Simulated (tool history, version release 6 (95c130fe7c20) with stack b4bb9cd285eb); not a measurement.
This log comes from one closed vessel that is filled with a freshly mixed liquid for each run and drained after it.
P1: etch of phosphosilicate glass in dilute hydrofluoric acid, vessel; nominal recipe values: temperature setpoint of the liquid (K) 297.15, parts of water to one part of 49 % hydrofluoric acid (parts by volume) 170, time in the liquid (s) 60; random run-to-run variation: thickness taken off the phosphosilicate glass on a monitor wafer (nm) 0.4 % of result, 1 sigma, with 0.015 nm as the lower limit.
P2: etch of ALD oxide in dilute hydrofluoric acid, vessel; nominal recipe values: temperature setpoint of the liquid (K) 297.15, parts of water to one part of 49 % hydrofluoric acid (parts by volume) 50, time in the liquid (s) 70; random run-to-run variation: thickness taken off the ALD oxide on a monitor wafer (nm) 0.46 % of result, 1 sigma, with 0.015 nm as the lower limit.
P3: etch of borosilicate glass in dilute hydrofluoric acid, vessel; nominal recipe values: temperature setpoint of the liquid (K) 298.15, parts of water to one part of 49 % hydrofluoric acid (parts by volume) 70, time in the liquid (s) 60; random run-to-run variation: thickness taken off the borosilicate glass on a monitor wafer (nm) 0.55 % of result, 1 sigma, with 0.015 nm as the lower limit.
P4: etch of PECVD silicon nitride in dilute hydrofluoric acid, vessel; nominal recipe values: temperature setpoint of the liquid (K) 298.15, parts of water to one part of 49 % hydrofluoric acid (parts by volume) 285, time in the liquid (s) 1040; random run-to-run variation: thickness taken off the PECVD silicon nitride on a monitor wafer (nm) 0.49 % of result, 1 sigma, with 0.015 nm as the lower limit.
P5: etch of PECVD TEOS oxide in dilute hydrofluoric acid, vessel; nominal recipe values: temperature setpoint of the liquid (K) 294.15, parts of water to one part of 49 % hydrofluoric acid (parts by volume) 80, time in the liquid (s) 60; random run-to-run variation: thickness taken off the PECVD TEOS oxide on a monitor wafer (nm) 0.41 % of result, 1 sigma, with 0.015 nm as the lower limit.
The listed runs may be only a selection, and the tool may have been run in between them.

run,day,process that ran,temperature setpoint of the liquid (K),parts of water to one part of 49 % hydrofluoric acid (parts by volume),time in the liquid (s),hours since the thermometer was replaced,hours since the hydrofluoric acid flow meter was replaced,thickness taken off the phosphosilicate glass on a monitor wafer (nm),thickness taken off the PECVD TEOS oxide on a monitor wafer (nm),thickness taken off the PECVD silicon nitride on a monitor wafer (nm),thickness taken off the borosilicate glass on a monitor wafer (nm),thickness taken off the ALD oxide on a monitor wafer (nm)
1,0.517,P1,297.15,170,60,1235.7,215.3,33.717,,,,
2,0.996,P1,292.65,170,60,1247.2,226.8,28.465,,,,
3,1.458,P5,294.15,25,60,1258.3,237.9,,65.645,,,
4,1.979,P4,298.15,495,1040,1270.8,250.4,,,10.1580,,
5,2.267,P1,297.15,75,60,1277.7,257.3,85.989,,,,
6,2.575,P5,294.15,80,60,1285.1,264.7,,19.102,,,
7,2.858,P1,297.15,170,60,1291.9,271.5,33.939,,,,
8,3.304,P3,298.15,70,60,1302.6,282.2,,,,34.455,
9,3.671,P4,298.15,285,1040,1311.4,291.0,,,17.7840,,
10,4.088,P1,297.15,170,115,1321.4,301.0,64.325,,,,
11,4.612,P4,298.15,285,325,1334.0,313.6,,,5.5163,,
12,4.862,P2,305.15,50,70,1340.0,319.6,,,,,42.792
13,5.362,P5,294.15,80,100,1352.0,331.6,,32.168,,,
14,5.833,P3,298.15,95,60,1363.3,342.9,,,,24.530,
15,6.121,P1,297.15,170,60,1370.2,349.8,33.744,,,,
16,6.654,P1,297.15,170,30,1383.0,362.6,16.821,,,,
17,6.888,P4,291.65,285,1040,1388.6,368.2,,,11.7860,,
18,7.254,P1,297.15,270,60,1397.4,377.0,19.185,,,,
19,7.517,P2,297.15,50,70,1403.7,383.3,,,,,31.201
20,7.988,P2,297.15,50,135,1415.0,394.6,,,,,60.084
21,8.354,P2,297.15,80,70,1423.8,403.4,,,,,18.714
22,8.721,P4,298.15,285,1040,1432.6,412.2,,,17.7510,,
23,9.004,P1,302.65,170,60,1439.4,419.0,41.367,,,,
24,9.450,P1,291.15,230,60,1450.1,429.7,18.685,,,,
25,9.883,P3,291.65,70,60,1460.5,440.1,,,,26.323,
26,10.129,P1,297.15,170,60,1466.4,446.0,33.924,,,,
27,10.408,P3,298.15,70,105,1473.1,452.7,,,,60.183,
28,10.879,P5,302.15,80,60,1484.4,464.0,,26.445,,,
29,11.304,P1,297.15,170,60,1494.6,474.2,34.006,,,,
30,11.612,P1,297.15,170,60,1502.0,481.6,34.637,,,,
31,11.925,P1,297.15,170,60,1509.5,489.1,35.009,,,,
32,12.300,P1,297.15,170,60,1518.5,498.1,35.839,,,,
33,12.738,P1,297.15,170,60,1529.0,508.6,35.794,,,,
34,13.212,P1,297.15,170,60,1540.4,520.0,36.477,,,,
35,13.571,P1,297.15,170,60,1549.0,528.6,36.688,,,,
36,13.888,P1,297.15,170,60,1556.6,536.2,36.917,,,,
37,14.371,P1,297.15,170,60,1568.2,547.8,36.638,,,,
38,14.683,P1,297.15,170,60,1575.7,555.3,36.859,,,,
39,15.208,P1,297.15,170,60,1588.3,567.9,37.079,,,,
40,15.562,P1,297.15,170,60,1596.8,576.4,37.077,,,,

Compared with where it was, what P1 gives has crept away. Each cause listed below fits the log as well as the rest, at the size given for it:
A: hydrofluoric acid flow above the setpoint (%) = 7.95
B: liquid hotter than its thermometer reads (K) = 2.44
The process output started creeping at around day 11.304.

Question marks stand in for the results of the 4 check runs listed below, each run on one wafer. Under which run would the listed causes show clearly different results?
check 1,15.917,P5,302.15,80,60,,,,?,,,
check 2,15.917,P4,298.15,495,1040,,,,,?,,
check 3,15.917,P2,305.15,75,70,,,,,,,?
check 4,15.917,P3,298.15,95,60,,,,,,?,

How each check would come out, cause by cause:
check,result,if A,if B
check 1,thickness taken off the PECVD TEOS oxide on a monitor wafer (nm),28.804,29.036
check 2,thickness taken off the PECVD silicon nitride on a monitor wafer (nm),11.0150,11.7060
check 3,thickness taken off the ALD oxide on a monitor wafer (nm),29.841,30.019
check 4,thickness taken off the borosilicate glass on a monitor wafer (nm),26.735,26.994
Separation of the two closest causes in each check, using whichever result separates them best: check 1 0.8 %; check 2 6.08 %; check 3 0.59 %; check 4 0.96 %
Check 2 is the one run that separates the causes; every other check would come out nearly the same whichever cause is at work.

The results of check 2 are: thickness taken off the PECVD silicon nitride on a monitor wafer (nm) 11.7290. Based on these, which of the listed causes is it?

The correct cause is B, namely: liquid hotter than its thermometer reads (K).

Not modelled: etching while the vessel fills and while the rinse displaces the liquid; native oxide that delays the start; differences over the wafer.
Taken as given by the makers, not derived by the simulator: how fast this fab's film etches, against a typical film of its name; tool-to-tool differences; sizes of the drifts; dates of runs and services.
